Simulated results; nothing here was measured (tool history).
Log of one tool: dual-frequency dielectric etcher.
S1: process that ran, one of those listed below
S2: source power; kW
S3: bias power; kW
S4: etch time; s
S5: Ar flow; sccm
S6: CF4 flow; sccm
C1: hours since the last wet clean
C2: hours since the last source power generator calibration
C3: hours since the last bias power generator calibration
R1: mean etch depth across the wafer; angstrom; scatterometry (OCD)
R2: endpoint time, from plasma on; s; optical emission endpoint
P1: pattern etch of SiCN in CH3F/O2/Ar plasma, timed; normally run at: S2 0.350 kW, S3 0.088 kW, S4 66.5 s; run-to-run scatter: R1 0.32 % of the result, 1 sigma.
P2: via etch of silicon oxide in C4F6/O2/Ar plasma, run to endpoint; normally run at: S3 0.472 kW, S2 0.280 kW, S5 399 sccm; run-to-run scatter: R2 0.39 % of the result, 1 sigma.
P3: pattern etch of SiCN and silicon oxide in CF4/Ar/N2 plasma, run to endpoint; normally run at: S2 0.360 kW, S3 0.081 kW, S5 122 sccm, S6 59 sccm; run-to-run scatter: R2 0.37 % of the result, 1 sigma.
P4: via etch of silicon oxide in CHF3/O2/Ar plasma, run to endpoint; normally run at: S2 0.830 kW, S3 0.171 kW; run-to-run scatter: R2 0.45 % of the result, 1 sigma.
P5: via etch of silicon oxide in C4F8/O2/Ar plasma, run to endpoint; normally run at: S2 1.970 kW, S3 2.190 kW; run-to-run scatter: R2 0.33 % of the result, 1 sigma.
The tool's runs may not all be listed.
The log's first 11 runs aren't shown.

run 12 hour=120.9 | S1=P4 S2=0.830 S3=0.104 | C1=625.1 C2=905.1 C3=1410.7 | R2=362.490
run 13 hour=133.3 | S1=P1 S2=0.350 S3=0.088 S4=66.5 | C1=637.5 C2=917.5 C3=1423.1 | R1=254.39
run 14 hour=142.2 | S1=P4 S2=0.830 S3=0.171 | C1=646.4 C2=926.4 C3=1432.0 | R2=310.130
run 15 hour=148.4 | S1=P3 S2=0.510 S3=0.081 S5=122 S6=59 | C1=652.6 C2=932.6 C3=1438.2 | R2=17.156
run 16 hour=156.1 | S1=P1 S2=0.210 S3=0.088 S4=66.5 | C1=660.3 C2=940.3 C3=1445.9 | R1=210.22
run 17 hour=167.7 | S1=P2 S2=0.280 S3=0.472 S5=399 | C1=671.9 C2=951.9 C3=1457.5 | R2=20.514
run 18 hour=177.5 | S1=P1 S2=0.460 S3=0.088 S4=66.5 | C1=681.7 C2=961.7 C3=1467.3 | R1=282.07
run 19 hour=183.7 | S1=P2 S2=0.170 S3=0.472 S5=399 | C1=687.9 C2=967.9 C3=1473.5 | R2=24.598
run 20 hour=194.2 | S1=P5 S2=1.970 S3=1.395 | C1=698.4 C2=978.4 C3=1484.0 | R2=354.130
run 21 hour=203.2 | S1=P1 S2=0.350 S3=0.112 S4=66.5 | C1=707.4 C2=987.4 C3=1493.0 | R1=279.57
run 22 hour=211.4 | S1=P4 S2=0.990 S3=0.171 | C1=715.6 C2=995.6 C3=1501.2 | R2=289.040
run 23 hour=221.9 | S1=P2 S2=0.280 S3=0.472 S5=238 | C1=726.1 C2=1006.1 C3=1511.7 | R2=19.367
run 24 hour=233.6 | S1=P1 S2=0.350 S3=0.063 S4=39.5 | C1=737.8 C2=1017.8 C3=1523.4 | R1=133.93
run 25 hour=240.6 | S1=P1 S2=0.350 S3=0.088 S4=40.5 | C1=744.8 C2=1024.8 C3=1530.4 | R1=155.35
run 26 hour=250.5 | S1=P3 S2=0.360 S3=0.081 S5=122 S6=59 | C1=754.7 C2=1034.7 C3=1540.3 | R2=23.113
run 27 hour=263.4 | S1=P1 S2=0.350 S3=0.088 S4=81.5 | C1=767.6 C2=1047.6 C3=1553.2 | R1=310.65
run 28 hour=272.0 | S1=P4 S2=0.830 S3=0.171 | C1=776.2 C2=1056.2 C3=1561.8 | R2=308.610
run 29 hour=282.2 | S1=P1 S2=0.350 S3=0.088 S4=66.5 | C1=786.4 C2=1066.4 C3=1572.0 | R1=254.58
run 30 hour=288.9 | S1=P1 S2=0.350 S3=0.088 S4=66.5 | C1=793.1 C2=1073.1 C3=1578.7 | R1=253.97
run 31 hour=300.0 | S1=P1 S2=0.350 S3=0.088 S4=66.5 | C1=804.2 C2=1084.2 C3=1589.8 | R1=252.79
run 32 hour=310.5 | S1=P1 S2=0.350 S3=0.088 S4=66.5 | C1=814.7 C2=1094.7 C3=1600.3 | R1=252.48
run 33 hour=321.6 | S1=P1 S2=0.350 S3=0.088 S4=66.5 | C1=825.8 C2=1105.8 C3=1611.4 | R1=253.41

The next listed run, before its measurement:
run 34 hour=333.2 | S1=P1 S2=0.350 S3=0.088 S4=66.5 | C1=837.4 C2=1117.4 C3=1623.0 | R1=?

{"run 34": {"R1": 252.2}}
